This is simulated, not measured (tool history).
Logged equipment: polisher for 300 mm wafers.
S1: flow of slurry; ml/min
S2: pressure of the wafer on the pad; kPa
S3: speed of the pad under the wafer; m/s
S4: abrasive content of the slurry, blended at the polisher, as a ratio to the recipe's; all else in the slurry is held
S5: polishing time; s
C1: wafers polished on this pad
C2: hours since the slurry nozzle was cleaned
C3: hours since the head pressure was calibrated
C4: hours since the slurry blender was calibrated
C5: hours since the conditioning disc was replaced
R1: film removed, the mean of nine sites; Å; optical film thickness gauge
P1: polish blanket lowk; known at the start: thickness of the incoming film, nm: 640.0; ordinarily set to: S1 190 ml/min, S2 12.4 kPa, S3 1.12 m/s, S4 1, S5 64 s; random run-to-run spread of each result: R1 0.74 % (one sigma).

Run 1, hour 9.1: S1 190 ml/min, S2 12.4 kPa, S3 1.12 m/s, S4 1, S5 64 s; C1 397; C2 175.4; C3 758.7; C4 230.6; C5 100.9. Result: R1 272.35 Å.
Run 2, hour 16.6: S1 190 ml/min, S2 12.4 kPa, S3 1.12 m/s, S4 1, S5 100 s; C1 439; C2 182.9; C3 766.2; C4 238.1; C5 108.4. Result: R1 429.05 Å.
Run 3, hour 30.3: S1 190 ml/min, S2 12.4 kPa, S3 0.5 m/s, S4 1, S5 64 s; C1 517; C2 196.6; C3 779.9; C4 251.8; C5 122.1. Result: R1 144.06 Å.
Run 4, hour 43.2: S1 190 ml/min, S2 12.4 kPa, S3 1.12 m/s, S4 1, S5 44 s; C1 590; C2 209.5; C3 792.8; C4 264.7; C5 135. Result: R1 186.03 Å.
Run 5, hour 52.3: S1 235 ml/min, S2 12.4 kPa, S3 1.12 m/s, S4 1.2, S5 64 s; C1 642; C2 218.6; C3 801.9; C4 273.8; C5 144.1. Result: R1 306.28 Å.
Run 6, hour 61.2: S1 190 ml/min, S2 9 kPa, S3 1.12 m/s, S4 1, S5 64 s; C1 692; C2 227.5; C3 810.8; C4 282.7; C5 153. Result: R1 198.61 Å.
Run 7, hour 71.3: S1 190 ml/min, S2 12.4 kPa, S3 1.12 m/s, S4 0.5, S5 64 s; C1 749; C2 237.6; C3 820.9; C4 292.8; C5 163.1. Result: R1 185.24 Å.
Run 8, hour 77.6: S1 295 ml/min, S2 12.4 kPa, S3 1.12 m/s, S4 1, S5 64 s; C1 785; C2 243.9; C3 827.2; C4 299.1; C5 169.4. Result: R1 289.31 Å.
Run 9, hour 90: S1 190 ml/min, S2 12.4 kPa, S3 1.62 m/s, S4 1, S5 64 s; C1 855; C2 256.3; C3 839.6; C4 311.5; C5 181.8. Result: R1 365.13 Å.
Run 10, hour 96.4: S1 190 ml/min, S2 12.4 kPa, S3 1.12 m/s, S4 1, S5 64 s; C1 892; C2 262.7; C3 846; C4 317.9; C5 188.2. Result: R1 275.91 Å.
Run 11, hour 105.9: S1 190 ml/min, S2 12.4 kPa, S3 1.12 m/s, S4 1.45, S5 64 s; C1 946; C2 272.2; C3 855.5; C4 327.4; C5 197.7. Result: R1 321.97 Å.
Run 12, hour 112.1: S1 190 ml/min, S2 18.6 kPa, S3 1.12 m/s, S4 1, S5 64 s; C1 981; C2 278.4; C3 861.7; C4 333.6; C5 203.9. Result: R1 415.16 Å.

What will run 13 give?
Run 13, hour 119.8: S1 190 ml/min, S2 12.4 kPa, S3 1.12 m/s, S4 1, S5 64 s; C1 1024; C2 286.1; C3 869.4; C4 341.3; C5 211.6. Result: R1 ?.

For run 13 the tool returned R1 272.18 Å.
